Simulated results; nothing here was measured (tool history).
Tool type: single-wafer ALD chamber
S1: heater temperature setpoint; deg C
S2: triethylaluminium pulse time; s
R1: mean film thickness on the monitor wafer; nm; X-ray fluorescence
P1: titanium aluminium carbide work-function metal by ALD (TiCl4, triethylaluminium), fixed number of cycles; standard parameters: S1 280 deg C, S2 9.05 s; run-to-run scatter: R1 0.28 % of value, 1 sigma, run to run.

{"run": 1, "hour": 4.5, "S1": 280, "S2": 9.05, "R1": 1.8365}
{"run": 2, "hour": 10.6, "S1": 280, "S2": 9.05, "R1": 1.8349}
{"run": 3, "hour": 14.4, "S1": 280, "S2": 9.05, "R1": 1.8271}
{"run": 4, "hour": 20.3, "S1": 280, "S2": 4.41, "R1": 1.497}
{"run": 5, "hour": 27.8, "S1": 280, "S2": 9.05, "R1": 1.838}
{"run": 6, "hour": 33.0, "S1": 305, "S2": 9.05, "R1": 2.0409}
{"run": 7, "hour": 41.1, "S1": 280, "S2": 15.13, "R1": 1.9071}
{"run": 8, "hour": 48.3, "S1": 280, "S2": 9.05, "R1": 1.8317}
{"run": 9, "hour": 52.1, "S1": 298, "S2": 4.72, "R1": 1.6747}
{"run": 10, "hour": 56.1, "S1": 302, "S2": 14.05, "R1": 2.0998}
{"run": 11, "hour": 61.1, "S1": 258, "S2": 9.05, "R1": 1.6416}
{"run": 12, "hour": 69.4, "S1": 280, "S2": 9.05, "R1": 1.8325}
{"run": 13, "hour": 73.6, "S1": 280, "S2": 9.05, "R1": 1.8235}
{"run": 14, "hour": 77.6, "S1": 280, "S2": 9.05, "R1": 1.8148}
{"run": 15, "hour": 82.3, "S1": 280, "S2": 9.05, "R1": 1.8216}
{"run": 16, "hour": 89.2, "S1": 280, "S2": 9.05, "R1": 1.812}
{"run": 17, "hour": 95.2, "S1": 280, "S2": 9.05, "R1": 1.8067}
{"run": 18, "hour": 102.1, "S1": 280, "S2": 9.05, "R1": 1.8037}
{"run": 19, "hour": 106.7, "S1": 280, "S2": 9.05, "R1": 1.7995}
{"run": 20, "hour": 114.6, "S1": 280, "S2": 9.05, "R1": 1.8071}

What P1 gives has crept off from where it sat before. The 2 causes that follow fit the log equally well, each at the size noted:
A: triethylaluminium dose below that of a fresh bottle (%) = 11
B: wafer temperature below the value expected at the setpoint (K) = 4.04
Onset of the creep was near hour 69.4.

Consider the 4 single-wafer check runs listed below, results given as question marks: which one distinguishes between the causes by giving clearly different results for each?
{"run": "check 1", "hour": 122.5, "S1": 289, "S2": 9.05, "R1": "?"}
{"run": "check 2", "hour": 122.5, "S1": 299, "S2": 9.05, "R1": "?"}
{"run": "check 3", "hour": 122.5, "S1": 280, "S2": 5.19, "R1": "?"}
{"run": "check 4", "hour": 122.5, "S1": 291, "S2": 9.05, "R1": "?"}

Predicted outcomes, by check and by cause:
check=check_1 result=R1 if_A=1.8758 if_B=1.8771
check=check_2 result=R1 if_A=1.9609 if_B=1.9635
check=check_3 result=R1 if_A=1.5289 if_B=1.5686
check=check_4 result=R1 if_A=1.8927 if_B=1.8943
Minimum pairwise separation of causes per check, each pair taken at its best-separating result: check 1 0.07 %; check 2 0.13 %; check 3 2.56 %; check 4 0.08 %
Check 3 is the one run that separates the causes; every other check would come out nearly the same whichever cause is at work.

Check 3 has now been run. It gave: R1 1.5314 nm. Which of the candidate causes is it?

It is A: triethylaluminium dose below that of a fresh bottle (%).
